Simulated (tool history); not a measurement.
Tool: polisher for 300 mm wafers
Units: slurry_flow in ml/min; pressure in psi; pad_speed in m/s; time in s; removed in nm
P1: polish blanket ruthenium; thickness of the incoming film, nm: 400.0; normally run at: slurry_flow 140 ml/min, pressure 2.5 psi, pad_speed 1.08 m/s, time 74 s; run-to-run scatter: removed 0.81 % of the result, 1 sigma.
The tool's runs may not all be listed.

run,hour,slurry_flow,pressure,pad_speed,time,wafers polished on this pad,hours since the slurry nozzle was cleaned,hours since the head pressure was calibrated,removed
1,8.1,140,2.5,1.08,74,248,668,313.4,121.17
2,20.8,140,2.5,1.08,74,409,680.7,326.1,122.42
3,31.2,140,3.3,0.6,74,540,691.1,336.5,89.566
4,42.5,140,2.5,1.08,108,682,702.4,347.8,177.99
5,50.1,140,2.5,1.08,74,778,710,355.4,120.1
6,57.9,140,2.5,1.08,74,877,717.8,363.2,121.52
7,69.8,85,2.5,1.08,74,1027,729.7,375.1,107.68
8,77.3,205,2.5,1.08,74,1122,737.2,382.6,127.02
9,87.3,140,3.9,1.08,74,1248,747.2,392.6,186.35
10,99.4,140,2.5,1.44,74,1401,759.3,404.7,160.46
11,108.8,140,2.5,1.08,74,1519,768.7,414.1,122.89
12,115.6,140,2.5,1.64,97,1605,775.5,420.9,241.98
13,123.6,140,1.1,1.08,74,1706,783.5,428.9,53.527
14,130.5,140,2.5,1.08,37,1793,790.4,435.8,60.794
15,140,140,2.5,1.08,74,1913,799.9,445.3,121.93
16,149.5,210,2.5,1.08,108,2033,809.4,454.8,188.04
17,162.5,140,2.5,0.72,74,2197,822.4,467.8,79.937
18,173.2,140,2.5,1.08,74,2332,833.1,478.5,119.95
19,186.9,140,2.5,1.08,74,2505,846.8,492.2,114.43
20,195.4,140,2.5,1.08,74,2613,855.3,500.7,113.37
# hour 201.6: head pressure recalibrated
21,205.4,140,2.5,1.08,74,2739,865.3,3.8,113.03
22,219.1,140,2.5,1.08,74,2912,879,17.5,110.17
23,233.1,140,2.5,1.08,74,3088,893,31.5,110.68
24,239.4,140,2.5,1.08,74,3168,899.3,37.8,110.31
25,250.2,140,2.5,1.08,74,3304,910.1,48.6,109.81

What P1 gives has crept away from where it was. These 2 causes fit the log equally well, each at the size given:
A: removal rate lost through wear of the pad, % = 8.83
B: slurry flow missing at the pad, % = 34.1
The creep began at about hour 173.2.
Why every other cause is out:
head's pressure below its setpoint, %: serviced at hour 201.6, which brought nothing back

4 check runs are offered, each on 5 wafers whose results are averaged, their results left as question marks. Which one tells the causes apart?
check 1,261,100,2.5,1.08,74,,,,?
check 2,261,140,1.8,1.08,74,,,,?
check 3,261,140,2.5,1.08,58,,,,?
check 4,261,140,2,1.08,74,,,,?

What each check would give under each cause:
check,result,if A,if B
check 1,removed,102.93,99.705
check 2,removed,79.636,79.625
check 3,removed,86.691,86.679
check 4,removed,88.485,88.472
How far apart the two closest causes lie, in the result that separates them most: check 1 3.18 %; check 2 0.01 %; check 3 0.01 %; check 4 0.01 %
Check 1 tells the causes apart: in the others they would give nearly the same result.

Check 1 was then run and gave: removed 102.67 nm. Which cause is it?

It is A: removal rate lost through wear of the pad, %.
